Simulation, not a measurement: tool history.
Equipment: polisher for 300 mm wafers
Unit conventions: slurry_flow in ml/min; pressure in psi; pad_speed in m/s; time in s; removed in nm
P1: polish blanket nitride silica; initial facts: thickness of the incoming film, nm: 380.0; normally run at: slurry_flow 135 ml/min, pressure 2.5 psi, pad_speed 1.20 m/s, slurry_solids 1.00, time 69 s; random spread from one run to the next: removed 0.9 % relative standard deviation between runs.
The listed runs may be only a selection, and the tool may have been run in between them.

| run | hour | slurry_flow | pressure | pad_speed | slurry_solids | time | wafers polished on this pad | hours since the slurry nozzle was cleaned | hours since the head pressure was calibrated | hours since the slurry blender was calibrated | hours since the conditioning disc was replaced | removed |
|---|---|---|---|---|---|---|---|---|---|---|---|---|
| 1 | 16.3 | 135 | 2.5 | 1.20 | 1.00 | 69 | 880 | 220.9 | 366.5 | 56.2 | 130.1 | 33.221 |
| 2 | 28.0 | 135 | 2.5 | 1.20 | 1.00 | 69 | 1008 | 232.6 | 378.2 | 67.9 | 141.8 | 33.054 |
| 3 | 42.2 | 135 | 2.5 | 1.20 | 1.00 | 69 | 1163 | 246.8 | 392.4 | 82.1 | 156.0 | 32.499 |
| 4 | 57.2 | 135 | 1.8 | 1.20 | 1.00 | 69 | 1327 | 261.8 | 407.4 | 97.1 | 171.0 | 23.853 |
| 5 | 69.6 | 135 | 2.5 | 1.20 | 1.45 | 69 | 1463 | 274.2 | 419.8 | 109.5 | 183.4 | 38.251 |
|  | 74.4 | slurry blender recalibrated |
| 6 | 82.6 | 135 | 2.5 | 1.20 | 1.00 | 69 | 1605 | 287.2 | 432.8 | 8.2 | 196.4 | 32.533 |
| 7 | 93.0 | 80 | 2.5 | 1.20 | 1.00 | 69 | 1718 | 297.6 | 443.2 | 18.6 | 206.8 | 29.044 |
| 8 | 101.9 | 190 | 2.5 | 1.20 | 1.00 | 69 | 1816 | 306.5 | 452.1 | 27.5 | 215.7 | 34.448 |
| 9 | 116.7 | 135 | 2.5 | 1.84 | 1.00 | 69 | 1977 | 321.3 | 466.9 | 42.3 | 230.5 | 47.074 |
| 10 | 126.3 | 135 | 2.5 | 1.20 | 1.00 | 69 | 2082 | 330.9 | 476.5 | 51.9 | 240.1 | 33.121 |
| 11 | 140.8 | 135 | 2.5 | 0.82 | 1.00 | 69 | 2241 | 345.4 | 491.0 | 66.4 | 254.6 | 24.100 |
|  | 147.9 | slurry nozzle cleaned |
| 12 | 148.8 | 135 | 2.5 | 1.20 | 0.55 | 69 | 2328 | 1.0 | 499.0 | 74.4 | 262.6 | 24.042 |
| 13 | 160.3 | 135 | 2.5 | 1.20 | 1.00 | 31 | 2454 | 12.5 | 510.5 | 85.9 | 274.1 | 14.719 |
| 14 | 172.8 | 135 | 2.5 | 0.54 | 1.00 | 52 | 2590 | 25.0 | 523.0 | 98.4 | 286.6 | 12.962 |
| 15 | 189.5 | 135 | 2.5 | 1.20 | 1.00 | 105 | 2773 | 41.7 | 539.7 | 115.1 | 303.3 | 50.217 |
| 16 | 205.2 | 135 | 3.9 | 1.20 | 1.00 | 69 | 2944 | 57.4 | 555.4 | 130.8 | 319.0 | 51.245 |
| 17 | 220.4 | 135 | 2.5 | 1.20 | 1.00 | 69 | 3110 | 72.6 | 570.6 | 146.0 | 334.2 | 32.963 |
| 18 | 234.9 | 135 | 2.5 | 1.20 | 1.00 | 69 | 3269 | 87.1 | 585.1 | 160.5 | 348.7 | 31.118 |
| 19 | 244.0 | 135 | 2.5 | 1.20 | 1.00 | 69 | 3368 | 96.2 | 594.2 | 169.6 | 357.8 | 30.703 |
| 20 | 257.0 | 135 | 2.5 | 1.20 | 1.00 | 69 | 3510 | 109.2 | 607.2 | 182.6 | 370.8 | 30.203 |
|  | 269.3 | conditioning disc replaced and pad reconditioned |
|  | 269.8 | slurry nozzle cleaned |
| 21 | 274.4 | 135 | 2.5 | 1.20 | 1.00 | 69 | 3700 | 4.7 | 624.6 | 200.0 | 5.2 | 30.048 |

Expected results for the next run?
| 22 | 284.5 | 135 | 2.5 | 1.20 | 1.00 | 69 | 3811 | 14.8 | 634.7 | 210.1 | 15.3 | ? |

removed: 29.809 nm
